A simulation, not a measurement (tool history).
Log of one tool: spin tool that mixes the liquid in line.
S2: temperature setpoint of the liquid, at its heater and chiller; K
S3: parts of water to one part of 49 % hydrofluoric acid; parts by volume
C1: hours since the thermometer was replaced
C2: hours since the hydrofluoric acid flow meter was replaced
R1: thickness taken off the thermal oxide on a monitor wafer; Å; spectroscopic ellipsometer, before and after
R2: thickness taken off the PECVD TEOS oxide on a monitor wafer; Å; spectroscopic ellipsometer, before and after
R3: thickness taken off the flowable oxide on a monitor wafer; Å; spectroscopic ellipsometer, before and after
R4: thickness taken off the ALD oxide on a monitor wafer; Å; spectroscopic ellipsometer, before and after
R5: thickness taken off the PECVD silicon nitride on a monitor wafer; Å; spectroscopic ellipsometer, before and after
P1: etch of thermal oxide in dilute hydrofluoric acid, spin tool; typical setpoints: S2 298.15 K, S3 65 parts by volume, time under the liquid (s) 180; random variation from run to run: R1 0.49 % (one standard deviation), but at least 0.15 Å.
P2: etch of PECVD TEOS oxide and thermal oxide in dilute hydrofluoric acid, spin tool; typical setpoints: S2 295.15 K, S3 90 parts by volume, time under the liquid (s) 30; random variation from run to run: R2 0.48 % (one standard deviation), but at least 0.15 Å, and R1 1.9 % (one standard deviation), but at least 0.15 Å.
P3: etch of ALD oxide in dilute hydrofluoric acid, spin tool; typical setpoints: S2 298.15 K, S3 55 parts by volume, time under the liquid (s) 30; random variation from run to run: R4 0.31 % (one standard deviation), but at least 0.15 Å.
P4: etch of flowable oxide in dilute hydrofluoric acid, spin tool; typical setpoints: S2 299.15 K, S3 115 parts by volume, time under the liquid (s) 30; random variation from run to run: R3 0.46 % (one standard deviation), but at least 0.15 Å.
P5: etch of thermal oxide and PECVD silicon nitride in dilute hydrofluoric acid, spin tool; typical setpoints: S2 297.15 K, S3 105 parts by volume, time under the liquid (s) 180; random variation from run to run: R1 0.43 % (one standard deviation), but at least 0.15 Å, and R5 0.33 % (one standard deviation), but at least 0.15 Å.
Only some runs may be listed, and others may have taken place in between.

Run 1, day 0.138: process that ran P1, S2 298.15 K, S3 65 parts by volume, time under the liquid (s) 180; C1 1374.6; C2 474.5. Result: R1 148.0000 Å.
Run 2, day 0.308: process that ran P2, S2 295.15 K, S3 90 parts by volume, time under the liquid (s) 30; C1 1378.7; C2 478.6. Result: R1 14.3490 Å, R2 86.619 Å.
Run 3, day 0.512: process that ran P2, S2 295.15 K, S3 130 parts by volume, time under the liquid (s) 30; C1 1383.6; C2 483.5. Result: R1 9.3836 Å, R2 57.523 Å.
Run 4, day 0.779: process that ran P4, S2 299.15 K, S3 115 parts by volume, time under the liquid (s) 30; C1 1390.0; C2 489.9. Result: R3 86.168 Å.
Run 5, day 0.983: process that ran P1, S2 298.15 K, S3 40 parts by volume, time under the liquid (s) 180; C1 1394.9; C2 494.8. Result: R1 249.1300 Å.
Run 6, day 1.183: process that ran P2, S2 301.65 K, S3 90 parts by volume, time under the liquid (s) 30; C1 1399.7; C2 499.6. Result: R1 18.3790 Å, R2 112.940 Å.
Run 7, day 1.346: process that ran P4, S2 299.15 K, S3 160 parts by volume, time under the liquid (s) 30; C1 1403.6; C2 503.5. Result: R3 58.661 Å.
Run 8, day 1.546: process that ran P3, S2 298.15 K, S3 55 parts by volume, time under the liquid (s) 45; C1 1408.4; C2 508.3. Result: R4 141.980 Å.
Run 9, day 1.812: process that ran P4, S2 295.65 K, S3 115 parts by volume, time under the liquid (s) 30; C1 1414.8; C2 514.7. Result: R3 74.753 Å.
Run 10, day 2.096: process that ran P1, S2 302.15 K, S3 65 parts by volume, time under the liquid (s) 265; C1 1421.6; C2 521.5. Result: R1 255.6800 Å.
At day 2.121: hydrofluoric acid flow meter replaced.
Run 11, day 2.371: process that ran P1, S2 292.15 K, S3 65 parts by volume, time under the liquid (s) 180; C1 1428.2; C2 6.0. Result: R1 114.6000 Å.
Run 12, day 2.612: process that ran P1, S2 298.15 K, S3 65 parts by volume, time under the liquid (s) 180; C1 1434.0; C2 11.8. Result: R1 147.9600 Å.
Run 13, day 2.925: process that ran P1, S2 298.15 K, S3 65 parts by volume, time under the liquid (s) 295; C1 1441.5; C2 19.3. Result: R1 242.3800 Å.
Run 14, day 3.212: process that ran P3, S2 298.15 K, S3 55 parts by volume, time under the liquid (s) 30; C1 1448.4; C2 26.2. Result: R4 94.185 Å.
Run 15, day 3.512: process that ran P1, S2 298.15 K, S3 105 parts by volume, time under the liquid (s) 180; C1 1455.6; C2 33.4. Result: R1 86.6080 Å.
Run 16, day 3.792: process that ran P3, S2 302.15 K, S3 55 parts by volume, time under the liquid (s) 30; C1 1462.3; C2 40.1. Result: R4 110.700 Å.
Run 17, day 3.967: process that ran P4, S2 299.15 K, S3 115 parts by volume, time under the liquid (s) 30; C1 1466.5; C2 44.3. Result: R3 86.345 Å.
Run 18, day 4.179: process that ran P5, S2 297.15 K, S3 165 parts by volume, time under the liquid (s) 180; C1 1471.6; C2 49.4. Result: R1 48.8700 Å, R5 38.705 Å.
Run 19, day 4.404: process that ran P5, S2 297.15 K, S3 105 parts by volume, time under the liquid (s) 85; C1 1477.0; C2 54.8. Result: R1 39.3310 Å, R5 28.764 Å.
Run 20, day 4.617: process that ran P1, S2 302.15 K, S3 65 parts by volume, time under the liquid (s) 180; C1 1482.1; C2 59.9. Result: R1 172.3500 Å.
Run 21, day 4.921: process that ran P1, S2 298.15 K, S3 65 parts by volume, time under the liquid (s) 180; C1 1489.4; C2 67.2. Result: R1 147.5800 Å.
Run 22, day 5.083: process that ran P2, S2 295.15 K, S3 90 parts by volume, time under the liquid (s) 55; C1 1493.3; C2 71.1. Result: R1 26.1950 Å, R2 158.610 Å.
Run 23, day 5.371: process that ran P1, S2 298.15 K, S3 65 parts by volume, time under the liquid (s) 180; C1 1500.2; C2 78.0. Result: R1 146.8600 Å.
Run 24, day 5.671: process that ran P1, S2 298.15 K, S3 65 parts by volume, time under the liquid (s) 180; C1 1507.4; C2 85.2. Result: R1 148.2400 Å.
Run 25, day 5.892: process that ran P1, S2 298.15 K, S3 65 parts by volume, time under the liquid (s) 180; C1 1512.7; C2 90.5. Result: R1 147.4400 Å.
Run 26, day 6.138: process that ran P5, S2 302.65 K, S3 105 parts by volume, time under the liquid (s) 180; C1 1518.6; C2 96.4. Result: R1 102.7200 Å, R5 85.509 Å.
Run 27, day 6.325: process that ran P3, S2 298.15 K, S3 20 parts by volume, time under the liquid (s) 30; C1 1523.1; C2 100.9. Result: R4 272.250 Å.
Run 28, day 6.608: process that ran P3, S2 298.15 K, S3 55 parts by volume, time under the liquid (s) 30; C1 1529.9; C2 107.7. Result: R4 94.069 Å.
Run 29, day 6.783: process that ran P1, S2 298.15 K, S3 65 parts by volume, time under the liquid (s) 15; C1 1534.1; C2 111.9. Result: R1 12.3670 Å.
Run 30, day 6.988: process that ran P5, S2 297.15 K, S3 105 parts by volume, time under the liquid (s) 180; C1 1539.0; C2 116.8. Result: R1 82.9230 Å, R5 60.670 Å.
Run 31, day 7.121: process that ran P4, S2 299.15 K, S3 115 parts by volume, time under the liquid (s) 65; C1 1542.2; C2 120.0. Result: R3 185.720 Å.
Run 32, day 7.371: process that ran P1, S2 298.15 K, S3 65 parts by volume, time under the liquid (s) 180; C1 1548.2; C2 126.0. Result: R1 149.1600 Å.
Run 33, day 7.629: process that ran P1, S2 298.15 K, S3 65 parts by volume, time under the liquid (s) 180; C1 1554.4; C2 132.2. Result: R1 143.6300 Å.
Run 34, day 7.871: process that ran P1, S2 298.15 K, S3 65 parts by volume, time under the liquid (s) 180; C1 1560.2; C2 138.0. Result: R1 139.8900 Å.
Run 35, day 8.138: process that ran P1, S2 298.15 K, S3 65 parts by volume, time under the liquid (s) 180; C1 1566.6; C2 144.4. Result: R1 138.9400 Å.
Run 36, day 8.421: process that ran P1, S2 298.15 K, S3 65 parts by volume, time under the liquid (s) 180; C1 1573.4; C2 151.2. Result: R1 137.6600 Å.

Forecast run 37:
Run 37, day 8.554: process that ran P1, S2 298.15 K, S3 65 parts by volume, time under the liquid (s) 180; C1 1576.6; C2 154.4. Result: R1 ?.

Run 37 gave R1 135.6200 Å.
